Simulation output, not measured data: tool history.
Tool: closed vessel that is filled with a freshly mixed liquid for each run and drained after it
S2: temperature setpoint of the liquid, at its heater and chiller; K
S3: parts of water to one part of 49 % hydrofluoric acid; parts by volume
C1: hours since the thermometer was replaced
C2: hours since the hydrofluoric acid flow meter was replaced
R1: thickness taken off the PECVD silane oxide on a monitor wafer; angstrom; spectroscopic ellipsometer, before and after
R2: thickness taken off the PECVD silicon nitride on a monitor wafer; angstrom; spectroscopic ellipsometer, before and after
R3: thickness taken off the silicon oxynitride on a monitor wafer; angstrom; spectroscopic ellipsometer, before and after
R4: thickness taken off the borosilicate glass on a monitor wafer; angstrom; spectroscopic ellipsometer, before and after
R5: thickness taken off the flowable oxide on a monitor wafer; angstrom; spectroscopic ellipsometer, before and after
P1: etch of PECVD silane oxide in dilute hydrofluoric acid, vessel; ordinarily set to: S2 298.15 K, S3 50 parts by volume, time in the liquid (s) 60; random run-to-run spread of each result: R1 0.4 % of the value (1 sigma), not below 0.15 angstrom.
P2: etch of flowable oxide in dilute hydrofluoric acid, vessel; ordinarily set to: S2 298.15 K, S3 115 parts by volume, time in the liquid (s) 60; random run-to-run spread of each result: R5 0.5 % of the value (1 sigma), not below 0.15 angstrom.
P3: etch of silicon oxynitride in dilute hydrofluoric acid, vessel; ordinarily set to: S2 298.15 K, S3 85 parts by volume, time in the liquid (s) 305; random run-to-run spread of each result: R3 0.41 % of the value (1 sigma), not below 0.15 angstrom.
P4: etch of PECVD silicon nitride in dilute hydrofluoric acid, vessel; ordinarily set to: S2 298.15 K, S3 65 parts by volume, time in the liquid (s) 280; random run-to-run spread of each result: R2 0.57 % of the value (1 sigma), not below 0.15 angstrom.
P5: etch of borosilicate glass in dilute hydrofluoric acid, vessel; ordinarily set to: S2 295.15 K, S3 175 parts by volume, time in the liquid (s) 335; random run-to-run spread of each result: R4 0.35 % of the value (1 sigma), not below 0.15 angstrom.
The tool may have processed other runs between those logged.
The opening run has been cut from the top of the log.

run 2 hour=13.8 | process_that_ran=P4 S2=306.15 S3=65 time_in_the_liquid_(s)=280 | C1=72.3 C2=1154.5 | R2=351.75
run 3 hour=24.8 | process_that_ran=P3 S2=298.15 S3=25 time_in_the_liquid_(s)=305 | C1=83.3 C2=1165.5 | R3=351.66
run 4 hour=31.8 | process_that_ran=P5 S2=303.15 S3=175 time_in_the_liquid_(s)=335 | C1=90.3 C2=1172.5 | R4=358.61
run 5 hour=38.4 | process_that_ran=P5 S2=295.15 S3=175 time_in_the_liquid_(s)=335 | C1=96.9 C2=1179.1 | R4=266.81
run 6 hour=47.8 | process_that_ran=P1 S2=298.15 S3=50 time_in_the_liquid_(s)=60 | C1=106.3 C2=1188.5 | R1=538.33
run 7 hour=58.8 | process_that_ran=P1 S2=298.15 S3=50 time_in_the_liquid_(s)=30 | C1=117.3 C2=1199.5 | R1=267.48
run 8 hour=69.1 | process_that_ran=P1 S2=298.15 S3=50 time_in_the_liquid_(s)=60 | C1=127.6 C2=1209.8 | R1=540.01
run 9 hour=75.4 | process_that_ran=P4 S2=298.15 S3=65 time_in_the_liquid_(s)=280 | C1=133.9 C2=1216.1 | R2=206.9
run 10 hour=85.4 | process_that_ran=P1 S2=298.15 S3=50 time_in_the_liquid_(s)=60 | C1=143.9 C2=1226.1 | R1=538.59
run 11 hour=94.1 | process_that_ran=P2 S2=298.15 S3=115 time_in_the_liquid_(s)=60 | C1=152.6 C2=1234.8 | R5=258.33
run 12 hour=101.1 | process_that_ran=P2 S2=298.15 S3=115 time_in_the_liquid_(s)=60 | C1=159.6 C2=1241.8 | R5=258.77
run 13 hour=112.9 | process_that_ran=P1 S2=298.15 S3=75 time_in_the_liquid_(s)=115 | C1=171.4 C2=1253.6 | R1=666.7
run 14 hour=118.7 | process_that_ran=P1 S2=298.15 S3=50 time_in_the_liquid_(s)=90 | C1=177.2 C2=1259.4 | R1=813.78
run 15 hour=130.8 | process_that_ran=P5 S2=295.15 S3=85 time_in_the_liquid_(s)=335 | C1=189.3 C2=1271.5 | R4=608.58
run 16 hour=136.6 | process_that_ran=P2 S2=290.15 S3=115 time_in_the_liquid_(s)=60 | C1=195.1 C2=1277.3 | R5=186.93
run 17 hour=143.4 | process_that_ran=P2 S2=298.15 S3=115 time_in_the_liquid_(s)=105 | C1=201.9 C2=1284.1 | R5=451.58
run 18 hour=150.7 | process_that_ran=P4 S2=298.15 S3=65 time_in_the_liquid_(s)=280 | C1=209.2 C2=1291.4 | R2=208.69
run 19 hour=158.9 | process_that_ran=P3 S2=298.15 S3=85 time_in_the_liquid_(s)=305 | C1=217.4 C2=1299.6 | R3=98.386
run 20 hour=170.1 | process_that_ran=P4 S2=298.15 S3=100 time_in_the_liquid_(s)=280 | C1=228.6 C2=1310.8 | R2=135.84
run 21 hour=177.1 | process_that_ran=P1 S2=294.65 S3=50 time_in_the_liquid_(s)=60 | C1=235.6 C2=1317.8 | R1=467.24
run 22 hour=184.7 | process_that_ran=P5 S2=295.15 S3=175 time_in_the_liquid_(s)=110 | C1=243.2 C2=1325.4 | R4=87.658
run 23 hour=193.8 | process_that_ran=P2 S2=298.15 S3=40 time_in_the_liquid_(s)=60 | C1=252.3 C2=1334.5 | R5=818.32
run 24 hour=205.9 | process_that_ran=P1 S2=298.15 S3=50 time_in_the_liquid_(s)=60 | C1=264.4 C2=1346.6 | R1=537.02
run 25 hour=214.6 | process_that_ran=P3 S2=298.15 S3=85 time_in_the_liquid_(s)=305 | C1=273.1 C2=1355.3 | R3=97.586
run 26 hour=227.8 | process_that_ran=P1 S2=298.15 S3=50 time_in_the_liquid_(s)=60 | C1=286.3 C2=1368.5 | R1=540.71

Predict the results of run 27:
run 27 hour=239.9 | process_that_ran=P1 S2=306.15 S3=50 time_in_the_liquid_(s)=60 | C1=298.4 C2=1380.6 | R1=?

R1: 738.93 angstrom
